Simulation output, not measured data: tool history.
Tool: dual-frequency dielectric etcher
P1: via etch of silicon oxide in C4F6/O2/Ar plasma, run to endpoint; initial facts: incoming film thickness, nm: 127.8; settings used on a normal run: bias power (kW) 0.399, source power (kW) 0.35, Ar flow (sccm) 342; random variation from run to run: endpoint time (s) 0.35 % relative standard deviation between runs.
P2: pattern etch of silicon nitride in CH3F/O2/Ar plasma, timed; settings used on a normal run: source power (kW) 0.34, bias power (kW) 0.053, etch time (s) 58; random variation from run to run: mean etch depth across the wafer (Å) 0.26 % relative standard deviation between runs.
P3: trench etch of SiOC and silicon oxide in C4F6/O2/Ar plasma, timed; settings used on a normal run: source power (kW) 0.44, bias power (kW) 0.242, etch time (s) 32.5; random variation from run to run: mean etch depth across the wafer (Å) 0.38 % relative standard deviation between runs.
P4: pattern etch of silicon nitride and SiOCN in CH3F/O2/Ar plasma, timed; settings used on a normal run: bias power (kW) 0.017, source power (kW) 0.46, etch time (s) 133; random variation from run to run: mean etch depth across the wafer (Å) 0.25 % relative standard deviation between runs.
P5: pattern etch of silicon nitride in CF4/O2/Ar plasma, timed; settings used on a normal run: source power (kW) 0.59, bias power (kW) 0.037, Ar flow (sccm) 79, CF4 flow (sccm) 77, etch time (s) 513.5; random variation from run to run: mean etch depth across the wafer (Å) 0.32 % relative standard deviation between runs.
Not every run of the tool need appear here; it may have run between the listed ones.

run	hour	process that ran	bias power (kW)	source power (kW)	Ar flow (sccm)	etch time (s)	CF4 flow (sccm)	hours since the last wet clean	hours since the last bias power generator calibration	hours since the last source power generator calibration	hours since the last Ar flow controller change	endpoint time (s)	mean etch depth across the wafer (Å)
1	3.3	P1	0.399	0.35	342			323.4	1450.3	2068.6	2388.1	30.94	
2	9.1	P4	0.017	0.46		133		329.2	1456.1	2074.4	2393.9		166.33
3	15.2	P3	0.242	0.44		32.5		335.3	1462.2	2080.5	2400		729.97
4	18.5	P4	0.017	0.46		133		338.6	1465.5	2083.8	2403.3		166.72
5	24.7	P5	0.037	0.59	109	513.5	77	344.8	1471.7	2090	2409.5		9316.6
6	29.6	P1	0.399	0.35	342			349.7	1476.6	2094.9	2414.4	31.144	
7	33.3	P5	0.037	0.59	79	311	77	353.4	1480.3	2098.6	2418.1		5928.3
8	37	P1	0.542	0.35	285			357.1	1484	2102.3	2421.8	27.475	
9	40.6	P2	0.053	0.34		37		360.7	1487.6	2105.9	2425.4		222.01
10	45.6	P5	0.037	0.59	79	513.5	77	365.7	1492.6	2110.9	2430.4		9755.9
11	50.8	P3	0.242	0.44		20.5		370.9	1497.8	2116.1	2435.6		461.01
12	55.5	P5	0.037	0.77	79	513.5	77	375.6	1502.5	2120.8	2440.3		12350
13	60.1	P1	0.399	0.26	342			380.2	1507.1	2125.4	2444.9	34.562	
14	66	P2	0.04	0.34		58		386.1	1513	2131.3	2450.8		317.83
15	72.3	P4	0.017	0.46		189		392.4	1519.3	2137.6	2457.1		237.62
16	76.4	P5	0.037	0.59	79	513.5	60	396.5	1523.4	2141.7	2461.2		9444.7
17	83.1	P1	0.248	0.35	342			403.2	1530.1	2148.4	2467.9	36.555	
18	87.8	P1	0.531	0.35	342			407.9	1534.8	2153.1	2472.6	27.939	
19	92.7	P1	0.399	0.43	342			412.8	1539.7	2158	2477.5	28.768	
20	97.6	P5	0.023	0.59	79	513.5	77	417.7	1544.6	2162.9	2482.4		8414.1
# hour 99.6: Ar flow controller replaced
21	102.2	P2	0.053	0.34		58		422.3	1549.2	2167.5	2.7		345.71
22	109.6	P3	0.242	0.58		32.5		429.7	1556.6	2174.9	10.1		810.05
23	113.6	P4	0.021	0.46		133		433.7	1560.6	2178.9	14.1		182.26
24	120.6	P3	0.183	0.44		32.5		440.7	1567.6	2185.9	21.1		665.35
25	126.4	P1	0.399	0.35	342			446.5	1573.4	2191.7	26.9	31.013	
26	130.6	P1	0.259	0.35	237			450.7	1577.6	2195.9	31.1	34.881	
27	136.8	P1	0.282	0.27	342			456.9	1583.8	2202.1	37.3	38.84	
28	141.7	P1	0.399	0.35	342			461.8	1588.7	2207	42.2	31.144	
29	149	P1	0.399	0.35	342			469.1	1596	2214.3	49.5	31.034	
30	152.6	P2	0.053	0.28		58		472.7	1599.6	2217.9	53.1		321.58
31	157.4	P1	0.399	0.35	229			477.5	1604.4	2222.7	57.9	29.62	
32	162.4	P1	0.399	0.35	342			482.5	1609.4	2227.7	62.9	31.033	
33	169.6	P2	0.053	0.34		58		489.7	1616.6	2234.9	70.1		347.15
34	174.8	P4	0.017	0.59		133		494.9	1621.8	2240.1	75.3		181.66
35	178.6	P1	0.399	0.35	478			498.7	1625.6	2243.9	79.1	32.497	
36	184.5	P1	0.399	0.35	342			504.6	1631.5	2249.8	85	31.185	
37	191.3	P1	0.399	0.35	342			511.4	1638.3	2256.6	91.8	30.787	
38	197.9	P1	0.399	0.35	342			518	1644.9	2263.2	98.4	30.869	
39	202.3	P1	0.399	0.35	342			522.4	1649.3	2267.6	102.8	30.627	
# hour 205.1: wet clean of the chamber
40	206.8	P1	0.399	0.35	342			1.8	1653.8	2272.1	107.3	30.444	
41	212.9	P1	0.399	0.35	342			7.9	1659.9	2278.2	113.4	30.669	
42	218.1	P1	0.399	0.35	342			13.1	1665.1	2283.4	118.6	30.732	
43	222.3	P1	0.399	0.35	342			17.3	1669.3	2287.6	122.8	30.477	
# hour 225.4: Ar flow controller replaced
44	226.5	P1	0.399	0.35	342			21.5	1673.5	2291.8	1.1	30.696	
45	232	P1	0.399	0.35	342			27	1679	2297.3	6.6	30.561	
46	235.4	P1	0.399	0.35	342			30.4	1682.4	2300.7	10	30.651	
47	239.3	P1	0.399	0.35	342			34.3	1686.3	2304.6	13.9	30.627	

Compared with where it was, what P1 gives has crept away. Each cause listed below fits the log as well as the rest, at the size given for it:
A: source power that arrives over what is set, % = 4.87
B: bias power that arrives over what is set, % = 4.96
The onset of the drift is placed at about hour 184.5.
Excluded causes, each with its reason:
chamber walls in a state that raises the etch rate, %: serviced at hour 205.1, which brought nothing back
Ar flow that arrives under what is set, %: serviced at hour 225.4, which brought nothing back

Consider the 4 single-wafer check runs listed below, results given as question marks: which one distinguishes between the causes by giving clearly different results for each?
check 1	243.2	P3	0.242	0.44		32.5							?
check 2	243.2	P4	0.017	0.46		133							?
check 3	243.2	P5	0.037	0.59	79	513.5	77						?
check 4	243.2	P2	0.053	0.34		58							?

Expected result of each check under each candidate cause:
check	result	if A	if B
check 1	mean etch depth across the wafer (Å)	740.67	739.2
check 2	mean etch depth across the wafer (Å)	169.87	170.41
check 3	mean etch depth across the wafer (Å)	10202	9949.8
check 4	mean etch depth across the wafer (Å)	353.4	352.47
Separation of the two closest causes in each check, using whichever result separates them best: check 1 0.2 %; check 2 0.32 %; check 3 2.5 %; check 4 0.26 %
Of the check runs offered, only check 3 discriminates between the causes; the rest would read about the same regardless of which cause applies.

Check 3 was then run and gave: mean etch depth across the wafer (Å) 9920.7. Which cause is it?

B is the cause: bias power that arrives over what is set, %.
